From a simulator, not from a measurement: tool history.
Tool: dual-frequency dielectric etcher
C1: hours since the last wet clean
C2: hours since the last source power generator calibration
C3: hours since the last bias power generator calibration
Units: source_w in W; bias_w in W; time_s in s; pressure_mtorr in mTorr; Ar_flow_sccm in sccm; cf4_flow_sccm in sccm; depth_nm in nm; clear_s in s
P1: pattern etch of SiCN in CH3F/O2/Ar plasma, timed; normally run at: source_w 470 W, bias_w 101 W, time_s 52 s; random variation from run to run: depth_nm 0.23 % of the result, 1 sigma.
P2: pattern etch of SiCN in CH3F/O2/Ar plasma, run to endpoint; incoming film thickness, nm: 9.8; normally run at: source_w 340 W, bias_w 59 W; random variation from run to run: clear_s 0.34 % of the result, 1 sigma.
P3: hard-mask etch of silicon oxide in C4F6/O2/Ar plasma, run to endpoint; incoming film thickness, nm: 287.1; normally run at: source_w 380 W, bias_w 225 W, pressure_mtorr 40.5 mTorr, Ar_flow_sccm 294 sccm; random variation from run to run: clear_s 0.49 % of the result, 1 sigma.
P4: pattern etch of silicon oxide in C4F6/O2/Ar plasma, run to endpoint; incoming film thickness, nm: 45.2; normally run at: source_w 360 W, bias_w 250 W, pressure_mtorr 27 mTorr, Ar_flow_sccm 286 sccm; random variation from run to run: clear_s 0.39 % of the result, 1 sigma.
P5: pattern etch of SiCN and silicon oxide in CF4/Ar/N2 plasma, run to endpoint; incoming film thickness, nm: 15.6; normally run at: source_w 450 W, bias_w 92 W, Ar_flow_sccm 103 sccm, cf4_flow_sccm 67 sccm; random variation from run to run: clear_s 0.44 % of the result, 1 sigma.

run 1 hour=2.5 | process=P1 source_w=470 bias_w=101 time_s=52 | C1=208.4 C2=2208.4 C3=776.3 | depth_nm=23.781
run 2 hour=6.9 | process=P4 source_w=360 bias_w=250 pressure_mtorr=27 Ar_flow_sccm=286 | C1=212.8 C2=2212.8 C3=780.7 | clear_s=13.076
run 3 hour=10.1 | process=P1 source_w=470 bias_w=70 time_s=52 | C1=216 C2=2216 C3=783.9 | depth_nm=20.811
run 4 hour=12.7 | process=P1 source_w=470 bias_w=101 time_s=52 | C1=218.6 C2=2218.6 C3=786.5 | depth_nm=23.717
run 5 hour=16 | process=P4 source_w=260 bias_w=250 pressure_mtorr=27 Ar_flow_sccm=286 | C1=221.9 C2=2221.9 C3=789.8 | clear_s=14.766
run 6 hour=20 | process=P5 source_w=290 bias_w=92 Ar_flow_sccm=103 cf4_flow_sccm=67 | C1=225.9 C2=2225.9 C3=793.8 | clear_s=24.5
run 7 hour=22.4 | process=P5 source_w=450 bias_w=92 Ar_flow_sccm=103 cf4_flow_sccm=67 | C1=228.3 C2=2228.3 C3=796.2 | clear_s=16.517
run 8 hour=24.3 | process=P1 source_w=470 bias_w=101 time_s=52 | C1=230.2 C2=2230.2 C3=798.1 | depth_nm=23.768
run 9 hour=27.2 | process=P1 source_w=570 bias_w=119 time_s=52 | C1=233.1 C2=2233.1 C3=801 | depth_nm=27.152
run 10 hour=30.6 | process=P1 source_w=470 bias_w=84 time_s=34.5 | C1=236.5 C2=2236.5 C3=804.4 | depth_nm=14.708
run 11 hour=32.8 | process=P3 source_w=460 bias_w=225 pressure_mtorr=40.5 Ar_flow_sccm=294 | C1=238.7 C2=2238.7 C3=806.6 | clear_s=84.546
run 12 hour=35.2 | process=P2 source_w=340 bias_w=59 | C1=241.1 C2=2241.1 C3=809 | clear_s=29.667
run 13 hour=37.2 | process=P1 source_w=470 bias_w=101 time_s=52 | C1=243.1 C2=2243.1 C3=811 | depth_nm=23.744
run 14 hour=39.1 | process=P1 source_w=320 bias_w=101 time_s=52 | C1=245 C2=2245 C3=812.9 | depth_nm=20.646
run 15 hour=43.3 | process=P1 source_w=470 bias_w=101 time_s=75.5 | C1=249.2 C2=2249.2 C3=817.1 | depth_nm=34.446
run 16 hour=47.2 | process=P1 source_w=470 bias_w=101 time_s=38 | C1=253.1 C2=2253.1 C3=821 | depth_nm=17.31
run 17 hour=49.3 | process=P2 source_w=340 bias_w=59 | C1=255.2 C2=2255.2 C3=823.1 | clear_s=29.54
run 18 hour=52.3 | process=P2 source_w=340 bias_w=77 | C1=258.2 C2=2258.2 C3=826.1 | clear_s=26.86
run 19 hour=56.4 | process=P4 source_w=360 bias_w=304 pressure_mtorr=27 Ar_flow_sccm=286 | C1=262.3 C2=2262.3 C3=830.2 | clear_s=12.153
run 20 hour=59.8 | process=P4 source_w=360 bias_w=250 pressure_mtorr=27 Ar_flow_sccm=377 | C1=265.7 C2=2265.7 C3=833.6 | clear_s=13.459
run 21 hour=62.8 | process=P1 source_w=470 bias_w=124 time_s=52 | C1=268.7 C2=2268.7 C3=836.6 | depth_nm=25.64
run 22 hour=64.9 | process=P1 source_w=610 bias_w=130 time_s=52 | C1=270.8 C2=2270.8 C3=838.7 | depth_nm=28.755
run 23 hour=68.5 | process=P3 source_w=380 bias_w=225 pressure_mtorr=54 Ar_flow_sccm=294 | C1=274.4 C2=2274.4 C3=842.3 | clear_s=94.662
-- hour=70.8 bias power generator calibrated
run 24 hour=71.8 | process=P3 source_w=380 bias_w=156 pressure_mtorr=40.5 Ar_flow_sccm=294 | C1=277.7 C2=2277.7 C3=1 | clear_s=101.35
run 25 hour=75.3 | process=P5 source_w=450 bias_w=92 Ar_flow_sccm=103 cf4_flow_sccm=52 | C1=281.2 C2=2281.2 C3=4.5 | clear_s=17.178
run 26 hour=77.8 | process=P1 source_w=470 bias_w=101 time_s=52 | C1=283.7 C2=2283.7 C3=7 | depth_nm=23.748
run 27 hour=81.2 | process=P4 source_w=360 bias_w=250 pressure_mtorr=38 Ar_flow_sccm=286 | C1=287.1 C2=2287.1 C3=10.4 | clear_s=13.603

Run 28 comes next. What will it give?
run 28 hour=83.8 | process=P3 source_w=380 bias_w=225 pressure_mtorr=40.5 Ar_flow_sccm=348 | C1=289.7 C2=2289.7 C3=13 | clear_s=?

clear_s: 92.527 s

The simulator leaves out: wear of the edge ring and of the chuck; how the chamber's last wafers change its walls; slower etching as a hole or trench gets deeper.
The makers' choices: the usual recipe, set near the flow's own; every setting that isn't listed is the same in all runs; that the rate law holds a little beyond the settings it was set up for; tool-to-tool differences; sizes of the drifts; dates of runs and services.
